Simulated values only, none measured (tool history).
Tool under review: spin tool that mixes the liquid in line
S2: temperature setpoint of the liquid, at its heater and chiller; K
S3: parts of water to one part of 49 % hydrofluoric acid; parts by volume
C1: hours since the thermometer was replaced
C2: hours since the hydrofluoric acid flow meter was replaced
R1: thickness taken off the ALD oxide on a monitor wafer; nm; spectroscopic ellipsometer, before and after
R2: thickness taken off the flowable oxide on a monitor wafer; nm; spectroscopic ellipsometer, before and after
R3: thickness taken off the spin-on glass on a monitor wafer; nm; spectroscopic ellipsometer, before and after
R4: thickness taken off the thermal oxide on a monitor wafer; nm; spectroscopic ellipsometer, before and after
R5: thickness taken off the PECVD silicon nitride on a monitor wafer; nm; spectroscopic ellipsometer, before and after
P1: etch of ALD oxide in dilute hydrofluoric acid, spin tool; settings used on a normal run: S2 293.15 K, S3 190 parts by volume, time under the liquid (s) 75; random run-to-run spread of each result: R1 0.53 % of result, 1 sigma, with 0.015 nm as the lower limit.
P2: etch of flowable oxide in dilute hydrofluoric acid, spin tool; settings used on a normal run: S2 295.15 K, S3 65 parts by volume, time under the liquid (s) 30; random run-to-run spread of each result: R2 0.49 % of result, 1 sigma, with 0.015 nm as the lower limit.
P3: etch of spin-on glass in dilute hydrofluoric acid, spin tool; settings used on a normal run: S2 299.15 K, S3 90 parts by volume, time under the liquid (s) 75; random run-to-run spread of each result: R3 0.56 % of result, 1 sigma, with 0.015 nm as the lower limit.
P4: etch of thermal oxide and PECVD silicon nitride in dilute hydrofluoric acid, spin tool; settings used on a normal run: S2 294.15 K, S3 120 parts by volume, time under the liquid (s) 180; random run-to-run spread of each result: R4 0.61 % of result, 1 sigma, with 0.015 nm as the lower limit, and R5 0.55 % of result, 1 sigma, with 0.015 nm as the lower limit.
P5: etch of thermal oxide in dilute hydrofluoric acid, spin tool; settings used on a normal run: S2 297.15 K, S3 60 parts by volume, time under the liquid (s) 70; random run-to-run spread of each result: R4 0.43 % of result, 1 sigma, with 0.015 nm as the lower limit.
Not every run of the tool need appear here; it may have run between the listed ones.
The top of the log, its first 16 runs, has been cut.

Run 17, hour 249.3: process that ran P1, S2 293.15 K, S3 190 parts by volume, time under the liquid (s) 75; C1 534.4; C2 1141.8. Result: R1 9.3326 nm.
Run 18, hour 266: process that ran P1, S2 293.15 K, S3 190 parts by volume, time under the liquid (s) 75; C1 551.1; C2 1158.5. Result: R1 9.4007 nm.
Run 19, hour 280.5: process that ran P3, S2 299.15 K, S3 90 parts by volume, time under the liquid (s) 75; C1 565.6; C2 1173. Result: R3 22.818 nm.
Run 20, hour 298.4: process that ran P1, S2 293.15 K, S3 190 parts by volume, time under the liquid (s) 15; C1 583.5; C2 1190.9. Result: R1 1.8448 nm.
Run 21, hour 309.4: process that ran P1, S2 293.15 K, S3 190 parts by volume, time under the liquid (s) 75; C1 594.5; C2 1201.9. Result: R1 9.3318 nm.
Run 22, hour 327.3: process that ran P1, S2 293.15 K, S3 280 parts by volume, time under the liquid (s) 40; C1 612.4; C2 1219.8. Result: R1 3.0786 nm.
Run 23, hour 345.6: process that ran P3, S2 299.15 K, S3 90 parts by volume, time under the liquid (s) 75; C1 630.7; C2 1238.1. Result: R3 23.068 nm.
Run 24, hour 354.5: process that ran P2, S2 301.15 K, S3 65 parts by volume, time under the liquid (s) 30; C1 639.6; C2 1247. Result: R2 22.812 nm.
Run 25, hour 368.5: process that ran P1, S2 293.15 K, S3 260 parts by volume, time under the liquid (s) 75; C1 653.6; C2 1261. Result: R1 6.403 nm.
Run 26, hour 380.6: process that ran P1, S2 293.15 K, S3 190 parts by volume, time under the liquid (s) 75; C1 665.7; C2 1273.1. Result: R1 9.2991 nm.
Run 27, hour 394.5: process that ran P4, S2 294.15 K, S3 40 parts by volume, time under the liquid (s) 180; C1 679.6; C2 1287. Result: R4 18.28 nm, R5 16.655 nm.
Run 28, hour 407.5: process that ran P5, S2 297.15 K, S3 60 parts by volume, time under the liquid (s) 70; C1 692.6; C2 1300. Result: R4 5.6062 nm.
Run 29, hour 424.8: process that ran P1, S2 293.15 K, S3 190 parts by volume, time under the liquid (s) 75; C1 709.9; C2 1317.3. Result: R1 9.4001 nm.
Run 30, hour 434: process that ran P1, S2 290.15 K, S3 190 parts by volume, time under the liquid (s) 75; C1 719.1; C2 1326.5. Result: R1 8.2218 nm.
Run 31, hour 452.4: process that ran P3, S2 299.15 K, S3 90 parts by volume, time under the liquid (s) 150; C1 737.5; C2 1344.9. Result: R3 46.186 nm.
Run 32, hour 466.7: process that ran P1, S2 293.15 K, S3 55 parts by volume, time under the liquid (s) 75; C1 751.8; C2 1359.2. Result: R1 37.463 nm.
Run 33, hour 483.6: process that ran P1, S2 296.65 K, S3 190 parts by volume, time under the liquid (s) 75; C1 768.7; C2 1376.1. Result: R1 10.549 nm.
Run 34, hour 498.1: process that ran P2, S2 295.15 K, S3 65 parts by volume, time under the liquid (s) 15; C1 783.2; C2 1390.6. Result: R2 9.0058 nm.
Run 35, hour 510.8: process that ran P5, S2 297.15 K, S3 60 parts by volume, time under the liquid (s) 25; C1 795.9; C2 1403.3. Result: R4 2.0212 nm.
Run 36, hour 527.4: process that ran P1, S2 293.15 K, S3 190 parts by volume, time under the liquid (s) 75; C1 812.5; C2 1419.9. Result: R1 9.3816 nm.
Run 37, hour 536.9: process that ran P1, S2 293.15 K, S3 190 parts by volume, time under the liquid (s) 75; C1 822; C2 1429.4. Result: R1 9.1233 nm.
Run 38, hour 548: process that ran P1, S2 293.15 K, S3 190 parts by volume, time under the liquid (s) 75; C1 833.1; C2 1440.5. Result: R1 8.91 nm.
Run 39, hour 556.3: process that ran P1, S2 293.15 K, S3 190 parts by volume, time under the liquid (s) 75; C1 841.4; C2 1448.8. Result: R1 8.7953 nm.
Run 40, hour 568: process that ran P1, S2 293.15 K, S3 190 parts by volume, time under the liquid (s) 75; C1 853.1; C2 1460.5. Result: R1 8.7478 nm.
Run 41, hour 580.7: process that ran P1, S2 293.15 K, S3 190 parts by volume, time under the liquid (s) 75; C1 865.8; C2 1473.2. Result: R1 8.7557 nm.

Run 42 is up next; what results do you expect?
Run 42, hour 599.3: process that ran P1, S2 293.15 K, S3 190 parts by volume, time under the liquid (s) 75; C1 884.4; C2 1491.8. Result: R1 ?.

{"run 42": {"R1": 8.5557}}
